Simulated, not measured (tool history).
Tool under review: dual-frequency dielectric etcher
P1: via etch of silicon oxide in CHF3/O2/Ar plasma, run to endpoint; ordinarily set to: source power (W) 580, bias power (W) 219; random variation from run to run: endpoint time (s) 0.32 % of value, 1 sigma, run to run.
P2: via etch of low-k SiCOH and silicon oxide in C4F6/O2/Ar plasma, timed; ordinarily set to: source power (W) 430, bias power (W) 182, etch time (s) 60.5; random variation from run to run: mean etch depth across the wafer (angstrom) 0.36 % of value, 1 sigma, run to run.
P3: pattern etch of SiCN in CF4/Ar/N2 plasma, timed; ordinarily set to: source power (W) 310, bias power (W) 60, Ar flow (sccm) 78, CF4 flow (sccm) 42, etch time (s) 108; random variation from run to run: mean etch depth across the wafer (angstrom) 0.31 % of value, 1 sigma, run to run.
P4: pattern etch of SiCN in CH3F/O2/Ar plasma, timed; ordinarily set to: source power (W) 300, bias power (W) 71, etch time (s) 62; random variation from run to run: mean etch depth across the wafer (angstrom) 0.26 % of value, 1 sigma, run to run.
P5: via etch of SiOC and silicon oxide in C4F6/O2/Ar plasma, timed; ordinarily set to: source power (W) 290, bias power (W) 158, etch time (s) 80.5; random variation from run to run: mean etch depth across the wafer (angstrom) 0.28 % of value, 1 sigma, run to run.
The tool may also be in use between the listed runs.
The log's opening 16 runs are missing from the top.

| run | hour | process that ran | source power (W) | bias power (W) | etch time (s) | Ar flow (sccm) | CF4 flow (sccm) | hours since the last wet clean | hours since the last source power generator calibration | hours since the last bias power generator calibration | endpoint time (s) | mean etch depth across the wafer (angstrom) |
|---|---|---|---|---|---|---|---|---|---|---|---|---|
| 17 | 244.5 | P2 | 430 | 182 | 60.5 |  |  | 80.5 | 3196.5 | 819.7 |  | 1788.6 |
| 18 | 258.3 | P1 | 750 | 219 |  |  |  | 94.3 | 3210.3 | 833.5 | 218.34 |  |
| 19 | 272.8 | P1 | 580 | 219 |  |  |  | 108.8 | 3224.8 | 848 | 239.59 |  |
| 20 | 281.3 | P3 | 310 | 60 | 108 | 78 | 52 | 117.3 | 3233.3 | 856.5 |  | 617.93 |
| 21 | 299.4 | P1 | 580 | 219 |  |  |  | 135.4 | 3251.4 | 874.6 | 241.18 |  |
| 22 | 317.1 | P1 | 580 | 219 |  |  |  | 153.1 | 3269.1 | 892.3 | 239.57 |  |
| 23 | 330.6 | P4 | 180 | 71 | 62 |  |  | 166.6 | 3282.6 | 905.8 |  | 173.34 |
| 24 | 349.2 | P4 | 300 | 71 | 62 |  |  | 185.2 | 3301.2 | 924.4 |  | 209.64 |
| 25 | 360.5 | P3 | 310 | 60 | 108 | 78 | 42 | 196.5 | 3312.5 | 935.7 |  | 595.05 |
| 26 | 371.2 | P3 | 390 | 60 | 108 | 78 | 42 | 207.2 | 3323.2 | 946.4 |  | 731.65 |
| 27 | 381.4 | P3 | 310 | 60 | 59.5 | 78 | 42 | 217.4 | 3333.4 | 956.6 |  | 329.85 |
|  | 389.8 | source power generator calibrated |
| 28 | 390.4 | P1 | 580 | 154 |  |  |  | 226.4 | 0.6 | 965.6 | 272.53 |  |
| 29 | 399.4 | P5 | 290 | 158 | 108 |  |  | 235.4 | 9.6 | 974.6 |  | 1026.3 |
| 30 | 410.8 | P2 | 320 | 182 | 60.5 |  |  | 246.8 | 21 | 986 |  | 1587 |
| 31 | 421.5 | P2 | 430 | 137 | 60.5 |  |  | 257.5 | 31.7 | 996.7 |  | 1628.9 |
| 32 | 440.9 | P4 | 300 | 71 | 34 |  |  | 276.9 | 51.1 | 1016.1 |  | 115.16 |
| 33 | 451.3 | P1 | 580 | 219 |  |  |  | 287.3 | 61.5 | 1026.5 | 241.05 |  |
| 34 | 461.7 | P1 | 580 | 219 |  |  |  | 297.7 | 71.9 | 1036.9 | 239.05 |  |
| 35 | 472.7 | P1 | 580 | 219 |  |  |  | 308.7 | 82.9 | 1047.9 | 239.73 |  |
| 36 | 483.4 | P1 | 580 | 219 |  |  |  | 319.4 | 93.6 | 1058.6 | 238.02 |  |
| 37 | 498.8 | P1 | 580 | 219 |  |  |  | 334.8 | 109 | 1074 | 236.47 |  |
|  | 502.2 | wet clean of the chamber |
| 38 | 516.1 | P1 | 580 | 219 |  |  |  | 14 | 126.3 | 1091.3 | 236.54 |  |
| 39 | 531.4 | P1 | 580 | 219 |  |  |  | 29.3 | 141.6 | 1106.6 | 238.14 |  |

Run 40 comes next. What will it give?
| 40 | 547.1 | P1 | 580 | 219 |  |  |  | 45 | 157.3 | 1122.3 | ? |  |

Run 40 yielded endpoint time (s) 236.87.

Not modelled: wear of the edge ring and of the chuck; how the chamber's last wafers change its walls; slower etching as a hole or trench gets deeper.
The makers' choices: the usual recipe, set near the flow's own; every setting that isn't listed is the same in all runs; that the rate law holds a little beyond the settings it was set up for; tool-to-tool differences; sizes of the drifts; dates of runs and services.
